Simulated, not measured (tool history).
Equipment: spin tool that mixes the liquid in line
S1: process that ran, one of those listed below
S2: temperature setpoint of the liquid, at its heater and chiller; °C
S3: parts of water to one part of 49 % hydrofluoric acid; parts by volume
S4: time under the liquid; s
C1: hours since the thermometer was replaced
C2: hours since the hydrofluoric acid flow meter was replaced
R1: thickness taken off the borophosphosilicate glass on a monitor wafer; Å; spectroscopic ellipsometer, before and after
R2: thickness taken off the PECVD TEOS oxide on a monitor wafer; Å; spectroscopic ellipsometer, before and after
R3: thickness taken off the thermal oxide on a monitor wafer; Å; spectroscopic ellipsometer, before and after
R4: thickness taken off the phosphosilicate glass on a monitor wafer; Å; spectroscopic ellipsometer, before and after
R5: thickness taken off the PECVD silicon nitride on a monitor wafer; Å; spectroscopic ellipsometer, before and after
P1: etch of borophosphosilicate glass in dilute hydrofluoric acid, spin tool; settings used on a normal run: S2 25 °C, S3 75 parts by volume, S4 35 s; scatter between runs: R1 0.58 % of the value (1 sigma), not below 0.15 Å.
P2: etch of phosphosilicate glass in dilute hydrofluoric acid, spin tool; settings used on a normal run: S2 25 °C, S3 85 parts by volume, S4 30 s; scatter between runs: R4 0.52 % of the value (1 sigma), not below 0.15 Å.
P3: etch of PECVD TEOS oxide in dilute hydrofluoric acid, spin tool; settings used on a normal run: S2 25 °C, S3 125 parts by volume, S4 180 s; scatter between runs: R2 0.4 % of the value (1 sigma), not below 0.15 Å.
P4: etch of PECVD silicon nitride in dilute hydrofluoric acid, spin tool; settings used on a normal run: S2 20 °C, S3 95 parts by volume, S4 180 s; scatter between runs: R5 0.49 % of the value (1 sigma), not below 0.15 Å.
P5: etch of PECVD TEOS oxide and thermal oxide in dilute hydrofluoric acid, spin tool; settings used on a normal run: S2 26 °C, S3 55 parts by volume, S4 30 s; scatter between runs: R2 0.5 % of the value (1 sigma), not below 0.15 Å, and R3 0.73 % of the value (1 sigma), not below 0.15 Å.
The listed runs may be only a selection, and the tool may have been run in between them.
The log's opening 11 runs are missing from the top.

Run 12, hour 73.5: S1 P2, S2 25 °C, S3 85 parts by volume, S4 30 s; C1 39.3; C2 430.6. Result: R4 638.73 Å.
Run 13, hour 79.4: S1 P2, S2 25 °C, S3 40 parts by volume, S4 30 s; C1 45.2; C2 436.5. Result: R4 1464.3 Å.
Run 14, hour 85.8: S1 P4, S2 20 °C, S3 95 parts by volume, S4 180 s; C1 51.6; C2 442.9. Result: R5 56.961 Å.
Run 15, hour 90.8: S1 P2, S2 17 °C, S3 85 parts by volume, S4 30 s; C1 56.6; C2 447.9. Result: R4 465.52 Å.
Run 16, hour 96.8: S1 P4, S2 20 °C, S3 25 parts by volume, S4 180 s; C1 62.6; C2 453.9. Result: R5 208.15 Å.
Run 17, hour 102.4: S1 P3, S2 25 °C, S3 125 parts by volume, S4 75 s; C1 68.2; C2 459.5. Result: R2 117.54 Å.
Run 18, hour 109.2: S1 P4, S2 20 °C, S3 95 parts by volume, S4 180 s; C1 75; C2 466.3. Result: R5 56.899 Å.
Run 19, hour 114: S1 P3, S2 25 °C, S3 75 parts by volume, S4 180 s; C1 79.8; C2 471.1. Result: R2 501.12 Å.
Run 20, hour 118.9: S1 P1, S2 25 °C, S3 75 parts by volume, S4 15 s; C1 84.7; C2 476. Result: R1 85.857 Å.
Run 21, hour 124.5: S1 P3, S2 25 °C, S3 125 parts by volume, S4 180 s; C1 90.3; C2 481.6. Result: R2 282.68 Å.
Run 22, hour 131.4: S1 P5, S2 26 °C, S3 100 parts by volume, S4 30 s; C1 97.2; C2 488.5. Result: R2 49.681 Å, R3 15.694 Å.
Run 23, hour 137.1: S1 P4, S2 17 °C, S3 95 parts by volume, S4 180 s; C1 102.9; C2 494.2. Result: R5 46.448 Å.
Run 24, hour 144.5: S1 P5, S2 26 °C, S3 55 parts by volume, S4 15 s; C1 110.3; C2 501.6. Result: R2 48.173 Å, R3 14.745 Å.
Run 25, hour 148.5: S1 P3, S2 25 °C, S3 125 parts by volume, S4 180 s; C1 114.3; C2 505.6. Result: R2 282.01 Å.
Run 26, hour 155.1: S1 P1, S2 25 °C, S3 140 parts by volume, S4 35 s; C1 120.9; C2 512.2. Result: R1 98.914 Å.

What will run 27 give?
Run 27, hour 159.3: S1 P1, S2 17.5 °C, S3 35 parts by volume, S4 35 s; C1 125.1; C2 516.4. Result: R1 ?.

Run 27 came out at R1 328.6 Å.
